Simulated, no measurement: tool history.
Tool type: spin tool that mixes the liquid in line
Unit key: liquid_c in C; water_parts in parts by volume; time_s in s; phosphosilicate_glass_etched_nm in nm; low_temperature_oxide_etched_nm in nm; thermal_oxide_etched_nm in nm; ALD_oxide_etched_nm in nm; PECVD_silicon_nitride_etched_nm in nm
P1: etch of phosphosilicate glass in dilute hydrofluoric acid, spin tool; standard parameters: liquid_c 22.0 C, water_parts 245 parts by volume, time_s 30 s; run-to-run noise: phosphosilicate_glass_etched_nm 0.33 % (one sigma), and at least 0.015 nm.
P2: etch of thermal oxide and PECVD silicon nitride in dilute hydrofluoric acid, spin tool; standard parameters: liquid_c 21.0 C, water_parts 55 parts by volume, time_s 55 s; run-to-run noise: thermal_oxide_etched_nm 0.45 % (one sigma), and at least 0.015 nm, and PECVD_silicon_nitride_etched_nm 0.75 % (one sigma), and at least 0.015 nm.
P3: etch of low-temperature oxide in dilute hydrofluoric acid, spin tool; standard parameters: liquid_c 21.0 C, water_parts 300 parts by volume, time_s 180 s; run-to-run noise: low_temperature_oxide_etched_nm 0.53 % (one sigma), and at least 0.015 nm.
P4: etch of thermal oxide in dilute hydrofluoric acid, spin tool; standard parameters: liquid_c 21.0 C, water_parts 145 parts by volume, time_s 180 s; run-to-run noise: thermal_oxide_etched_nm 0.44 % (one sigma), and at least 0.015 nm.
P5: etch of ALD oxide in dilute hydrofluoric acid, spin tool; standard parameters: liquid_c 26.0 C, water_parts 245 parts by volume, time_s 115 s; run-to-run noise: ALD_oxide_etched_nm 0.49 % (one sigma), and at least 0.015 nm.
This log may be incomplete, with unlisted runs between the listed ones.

| run | day | process | liquid_c | water_parts | time_s | hours since the thermometer was replaced | hours since the hydrofluoric acid flow meter was replaced | phosphosilicate_glass_etched_nm | low_temperature_oxide_etched_nm | thermal_oxide_etched_nm | ALD_oxide_etched_nm | PECVD_silicon_nitride_etched_nm |
|---|---|---|---|---|---|---|---|---|---|---|---|---|
| 1 | 0.350 | P1 | 22.0 | 245 | 30 | 1471.0 | 1506.0 | 9.1331 |  |  |  |  |
| 2 | 0.696 | P1 | 22.0 | 245 | 30 | 1479.3 | 1514.3 | 9.1601 |  |  |  |  |
| 3 | 0.996 | P3 | 25.5 | 300 | 180 | 1486.5 | 1521.5 |  | 7.7212 |  |  |  |
|  | 1.304 | thermometer replaced |
| 4 | 1.383 | P1 | 22.0 | 360 | 30 | 2.0 | 1530.8 | 5.5886 |  |  |  |  |
| 5 | 1.738 | P1 | 22.0 | 160 | 55 | 10.5 | 1539.3 | 28.0610 |  |  |  |  |
| 6 | 2.025 | P4 | 17.0 | 145 | 180 | 17.4 | 1546.2 |  |  | 4.2222 |  |  |
| 7 | 2.450 | P3 | 21.0 | 300 | 45 | 27.6 | 1556.4 |  | 1.6134 |  |  |  |
| 8 | 2.679 | P5 | 26.0 | 245 | 115 | 33.1 | 1561.9 |  |  |  | 4.8302 |  |
| 9 | 2.888 | P2 | 21.0 | 55 | 15 | 38.1 | 1566.9 |  |  | 1.2581 |  | 0.94991 |
| 10 | 3.292 | P4 | 21.0 | 145 | 180 | 47.8 | 1576.6 |  |  | 5.0300 |  |  |
| 11 | 3.600 | P5 | 26.0 | 380 | 115 | 55.2 | 1584.0 |  |  |  | 2.7691 |  |
| 12 | 3.879 | P4 | 21.0 | 145 | 180 | 61.9 | 1590.7 |  |  | 4.9360 |  |  |
| 13 | 4.092 | P1 | 22.0 | 245 | 30 | 67.0 | 1595.8 | 9.1387 |  |  |  |  |
| 14 | 4.312 | P2 | 17.0 | 55 | 55 | 72.3 | 1601.1 |  |  | 3.9460 |  | 2.59890 |
| 15 | 4.679 | P3 | 21.0 | 300 | 180 | 81.1 | 1609.9 |  | 6.5973 |  |  |  |
| 16 | 5.017 | P4 | 21.0 | 230 | 180 | 89.2 | 1618.0 |  |  | 2.8550 |  |  |
| 17 | 5.388 | P3 | 21.0 | 415 | 180 | 98.1 | 1626.9 |  | 4.2950 |  |  |  |
| 18 | 5.662 | P1 | 22.0 | 245 | 55 | 104.7 | 1633.5 | 16.7880 |  |  |  |  |
| 19 | 5.850 | P5 | 26.0 | 245 | 220 | 109.2 | 1638.0 |  |  |  | 9.3379 |  |
| 20 | 6.242 | P2 | 21.0 | 85 | 55 | 118.6 | 1647.4 |  |  | 2.8917 |  | 2.27160 |
| 21 | 6.579 | P1 | 17.0 | 245 | 30 | 126.7 | 1655.5 | 7.6103 |  |  |  |  |
| 22 | 6.988 | P5 | 26.0 | 245 | 115 | 136.5 | 1665.3 |  |  |  | 4.8863 |  |

Predict the results of run 23:
| 23 | 7.183 | P1 | 22.0 | 105 | 30 | 141.2 | 1670.0 | ? |  |  |  |  |

phosphosilicate_glass_etched_nm: 24.8770 nm

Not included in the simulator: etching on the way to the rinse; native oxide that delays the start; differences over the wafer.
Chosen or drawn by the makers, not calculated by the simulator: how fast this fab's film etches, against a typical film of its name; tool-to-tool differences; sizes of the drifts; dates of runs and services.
